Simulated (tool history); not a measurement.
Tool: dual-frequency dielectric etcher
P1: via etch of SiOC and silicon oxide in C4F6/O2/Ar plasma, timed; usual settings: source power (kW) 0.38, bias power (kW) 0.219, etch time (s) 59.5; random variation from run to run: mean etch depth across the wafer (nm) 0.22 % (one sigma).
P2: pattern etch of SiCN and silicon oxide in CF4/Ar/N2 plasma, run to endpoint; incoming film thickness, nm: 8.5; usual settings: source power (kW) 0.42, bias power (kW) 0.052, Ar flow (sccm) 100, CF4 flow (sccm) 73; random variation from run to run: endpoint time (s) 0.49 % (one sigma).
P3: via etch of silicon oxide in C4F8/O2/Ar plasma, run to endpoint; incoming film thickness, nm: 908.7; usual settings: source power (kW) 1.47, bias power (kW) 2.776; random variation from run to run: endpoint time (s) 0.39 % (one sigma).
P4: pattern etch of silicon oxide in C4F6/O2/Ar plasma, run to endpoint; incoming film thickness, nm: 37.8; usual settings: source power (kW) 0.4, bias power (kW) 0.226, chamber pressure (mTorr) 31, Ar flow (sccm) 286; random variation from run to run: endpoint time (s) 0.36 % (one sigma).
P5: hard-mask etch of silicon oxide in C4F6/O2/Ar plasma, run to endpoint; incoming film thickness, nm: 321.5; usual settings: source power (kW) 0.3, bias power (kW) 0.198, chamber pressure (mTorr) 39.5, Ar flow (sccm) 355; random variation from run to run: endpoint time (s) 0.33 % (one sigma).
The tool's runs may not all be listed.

run   hour  process that ran  source power (kW)  bias power (kW)  etch time (s)  chamber pressure (mTorr)  Ar flow (sccm)  CF4 flow (sccm)  hours since the last wet clean  hours since the last source power generator calibration  hours since the last bias power generator calibration  mean etch depth across the wafer (nm)  endpoint time (s)
  1      2                P1               0.38            0.219           59.5                                                                                      413.4                                                   1468.9                                                 2236.3                                 70.339
  2    5.3                P1               0.38            0.219           59.5                                                                                      416.7                                                   1472.2                                                 2239.6                                  70.39
  3    9.3                P1               0.38            0.267           59.5                                                                                      420.7                                                   1476.2                                                 2243.6                                 75.341
  4   11.7                P1               0.38            0.151           59.5                                                                                      423.1                                                   1478.6                                                   2246                                 62.679
  5   14.9                P4                0.4            0.269                                       31             286                                            426.3                                                   1481.8                                                 2249.2                                                    10.704
  6   19.1                P4                0.4            0.226                                       31             402                                            430.5                                                     1486                                                 2253.4                                                    11.784
  7   22.9                P5                0.3            0.198                                     39.5             461                                            434.3                                                   1489.8                                                 2257.2                                                    116.59
  8     27                P3               1.47            2.776                                                                                                     438.4                                                   1493.9                                                 2261.3                                                    175.18
  9   31.1                P5                0.3            0.198                                     39.5             355                                            442.5                                                     1498                                                 2265.4                                                    113.63
 10   34.2                P1               0.46            0.219           59.5                                                                                      445.6                                                   1501.1                                                 2268.5                                 76.094
 11   37.8                P2               0.56            0.052                                                      100               73                           449.2                                                   1504.7                                                 2272.1                                                    8.9297
 12   41.2                P2               0.42            0.052                                                       69               73                           452.6                                                   1508.1                                                 2275.5                                                     10.99
 13   43.8                P4                0.4            0.226                                       31             286                                            455.2                                                   1510.7                                                 2278.1                                                    11.322
 14   46.4                P1               0.38            0.219           78.5                                                                                      457.8                                                   1513.3                                                 2280.7                                 92.876
 15     50                P1               0.38            0.219           59.5                                                                                      461.4                                                   1516.9                                                 2284.3                                 70.725
 16     54                P3               1.94            2.776                                                                                                     465.4                                                   1520.9                                                 2288.3                                                    157.01
 17   57.3                P1               0.38            0.219             41                                                                                      468.7                                                   1524.2                                                 2291.6                                  48.62
 18   59.9                P5               0.21            0.198                                     39.5             355                                            471.3                                                   1526.8                                                 2294.2                                                    129.89
 19   62.9                P1               0.38            0.219           59.5                                                                                      474.3                                                   1529.8                                                 2297.2                                 70.497
 20     66                P4                0.4            0.226                                     42.5             286                                            477.4                                                   1532.9                                                 2300.3                                                      11.8
 21   68.2                P5                0.3            0.251                                     39.5             355                                            479.6                                                   1535.1                                                 2302.5                                                    104.23
 22   70.5                P3               1.47            3.285                                                                                                     481.9                                                   1537.4                                                 2304.8                                                    166.26
 23   73.8                P4               0.55            0.226                                       31             286                                            485.2                                                   1540.7                                                 2308.1                                                    10.094
 24   77.8                P1                0.3            0.295           59.5                                                                                      489.2                                                   1544.7                                                 2312.1                                 71.717
 25     82                P5                0.3            0.198                                     55.5             355                                            493.4                                                   1548.9                                                 2316.3                                                    117.55
 26   84.4                P1               0.38            0.177             41                                                                                      495.8                                                   1551.3                                                 2318.7                                 45.281
 27   87.6                P2               0.42            0.039                                                      100               73                             499                                                   1554.5                                                 2321.9                                                    12.605
 28   91.2                P1               0.25            0.219           59.5                                                                                      502.6                                                   1558.1                                                 2325.5                                  60.17
 29   94.7                P2               0.42            0.052                                                      100               52                           506.1                                                   1561.6                                                   2329                                                    12.248
 30   97.8                P2               0.42            0.052                                                      100               73                           509.2                                                   1564.7                                                 2332.1                                                    11.623
 31  101.1                P1               0.38            0.219           59.5                                                                                      512.5                                                     1568                                                 2335.4                                 70.596
 32  104.7                P1               0.38            0.219           59.5                                                                                      516.1                                                   1571.6                                                   2339                                 71.102
 33    108                P1               0.38            0.219           59.5                                                                                      519.4                                                   1574.9                                                 2342.3                                 71.101
 34  110.1                P1               0.38            0.219           59.5                                                                                      521.5                                                     1577                                                 2344.4                                 71.256
     110.7  -- wet clean of the chamber
 35    113                P1               0.38            0.219           59.5                                                                                        2.3                                                   1579.9                                                 2347.3                                 71.655
 36  116.3                P1               0.38            0.219           59.5                                                                                        5.6                                                   1583.2                                                 2350.6                                 71.801
 37  118.5                P1               0.38            0.219           59.5                                                                                        7.8                                                   1585.4                                                 2352.8                                 71.808
 38  120.9                P1               0.38            0.219           59.5                                                                                       10.2                                                   1587.8                                                 2355.2                                 71.803

What P1 gives has crept away from where it was. These 2 causes fit the log equally well, each at the size given:
A: source power that arrives over what is set, % = 4.04
B: bias power that arrives over what is set, % = 4.6
The creep began at about hour 101.1.
Why every other cause is out:
chamber walls in a state that raises the etch rate, %: serviced at hour 110.7, which brought nothing back

4 check runs are offered, each on 3 wafers whose results are averaged, their results left as question marks. Which one tells the causes apart?
check 1  123.3                P5                0.3            0.198                                     39.5             355                                                                                                                                                                                                                          ?
check 2  123.3                P3               1.47            2.776                                                                                                                                                                                                                                                                                   ?
check 3  123.3                P4                0.4            0.226                                       31             286                                                                                                                                                                                                                          ?
check 4  123.3                P2               0.42            0.052                                                      100               73                                                                                                                                                                                                         ?

What each check would give under each cause:
  check             result    if A    if B
check 1  endpoint time (s)  111.71  111.75
check 2  endpoint time (s)  172.11  172.34
check 3  endpoint time (s)  11.199  11.202
check 4  endpoint time (s)  11.193  11.432
How far apart the two closest causes lie, in the result that separates them most: check 1 0.04 %; check 2 0.13 %; check 3 0.03 %; check 4 2.12 %
Only check 4 tells the causes apart: in the others they would give nearly the same result.

Check 4 was then run and gave: endpoint time (s) 11.464. Which cause is it?

It is B: bias power that arrives over what is set, %.

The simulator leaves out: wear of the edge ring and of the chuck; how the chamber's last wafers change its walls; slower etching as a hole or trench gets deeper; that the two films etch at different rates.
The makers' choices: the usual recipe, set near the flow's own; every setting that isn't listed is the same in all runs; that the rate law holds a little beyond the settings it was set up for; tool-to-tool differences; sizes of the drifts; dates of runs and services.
